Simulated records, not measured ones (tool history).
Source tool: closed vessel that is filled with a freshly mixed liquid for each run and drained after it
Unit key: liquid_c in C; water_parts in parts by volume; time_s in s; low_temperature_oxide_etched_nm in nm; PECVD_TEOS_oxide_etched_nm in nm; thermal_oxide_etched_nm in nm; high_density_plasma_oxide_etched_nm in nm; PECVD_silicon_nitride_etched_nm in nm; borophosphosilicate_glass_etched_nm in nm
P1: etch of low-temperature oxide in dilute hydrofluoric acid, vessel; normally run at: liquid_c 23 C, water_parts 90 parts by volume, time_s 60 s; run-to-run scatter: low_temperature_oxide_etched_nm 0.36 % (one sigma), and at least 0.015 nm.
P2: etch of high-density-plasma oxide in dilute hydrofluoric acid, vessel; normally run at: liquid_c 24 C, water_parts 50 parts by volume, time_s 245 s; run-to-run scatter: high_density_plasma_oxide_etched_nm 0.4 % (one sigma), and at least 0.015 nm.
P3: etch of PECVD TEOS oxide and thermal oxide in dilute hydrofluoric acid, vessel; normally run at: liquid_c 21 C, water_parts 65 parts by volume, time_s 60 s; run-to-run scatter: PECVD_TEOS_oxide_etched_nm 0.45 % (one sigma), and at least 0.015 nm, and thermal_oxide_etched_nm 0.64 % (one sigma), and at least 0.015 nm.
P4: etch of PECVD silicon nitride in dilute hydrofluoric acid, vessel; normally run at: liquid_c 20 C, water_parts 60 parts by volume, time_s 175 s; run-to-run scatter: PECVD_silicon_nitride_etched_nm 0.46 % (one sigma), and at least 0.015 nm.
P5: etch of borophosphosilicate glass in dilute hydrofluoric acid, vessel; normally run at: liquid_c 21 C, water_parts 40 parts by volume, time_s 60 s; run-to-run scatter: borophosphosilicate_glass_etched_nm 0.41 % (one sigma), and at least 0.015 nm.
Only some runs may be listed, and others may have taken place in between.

run,hour,process,liquid_c,water_parts,time_s,low_temperature_oxide_etched_nm,PECVD_TEOS_oxide_etched_nm,thermal_oxide_etched_nm,high_density_plasma_oxide_etched_nm,PECVD_silicon_nitride_etched_nm,borophosphosilicate_glass_etched_nm
1,6.4,P1,23,90,60,22.335,,,,,
2,13,P3,21,65,90,,37.867,5.7309,,,
3,19.3,P2,24,50,245,,,,37.439,,
4,24.8,P1,23,90,60,22.349,,,,,
5,29.9,P1,23,155,30,6.0762,,,,,
6,37,P1,23,125,60,15.499,,,,,
7,40.5,P4,20,60,30,,,,,1.2765,
# hour 43.5: hydrofluoric acid flow meter replaced
8,47.6,P3,21,65,60,,25.373,3.869,,,
9,54.7,P2,24,70,245,,,,26.257,,
10,59.4,P2,18.5,50,245,,,,29.829,,
11,66.2,P1,23,130,110,26.945,,,,,
12,70.1,P5,21,40,60,,,,,,63.61
13,76,P4,25.5,60,175,,,,,10.805,
14,81.9,P1,23,90,60,22.26,,,,,
15,89,P4,20,35,175,,,,,12.508,
16,94.4,P5,17,40,60,,,,,,53.42
17,101.2,P4,20,60,175,,,,,7.4277,
18,105.3,P5,21,40,105,,,,,,110.64
19,110.4,P5,21,40,60,,,,,,63.321
20,114.3,P3,26.5,65,60,,31.531,4.7517,,,
21,120.1,P1,17,90,60,17.368,,,,,
22,123.3,P2,24,50,465,,,,71.592,,
23,127.2,P3,21,65,60,,25.192,3.8813,,,
24,131,P4,20,60,175,,,,,7.3831,
25,135.9,P1,23,55,60,38.328,,,,,
26,141.1,P1,23,90,60,22.342,,,,,
27,145.8,P5,21,60,60,,,,,,41.344
28,150.1,P3,21,115,60,,13.438,2.0754,,,
29,156,P1,23,90,30,11.062,,,,,
30,162.6,P2,24,50,245,,,,37.724,,
31,169.7,P1,23,90,60,22.268,,,,,
32,173.1,P1,23,90,60,22.441,,,,,
33,179.5,P1,27,90,60,26.225,,,,,
34,183.1,P1,17,150,60,9.8378,,,,,
35,186.4,P1,23,90,85,31.824,,,,,
36,193.6,P1,23,90,60,22.273,,,,,
37,199.9,P1,23,90,60,23.003,,,,,
38,207.2,P1,23,90,60,23.42,,,,,
39,211,P1,23,90,60,23.582,,,,,
40,215,P1,23,90,60,23.709,,,,,
41,221.8,P1,23,90,60,23.768,,,,,

For run 42, what comes out?
42,227.8,P1,23,90,60,?,,,,,

Run 42 produced low_temperature_oxide_etched_nm 23.675 nm.

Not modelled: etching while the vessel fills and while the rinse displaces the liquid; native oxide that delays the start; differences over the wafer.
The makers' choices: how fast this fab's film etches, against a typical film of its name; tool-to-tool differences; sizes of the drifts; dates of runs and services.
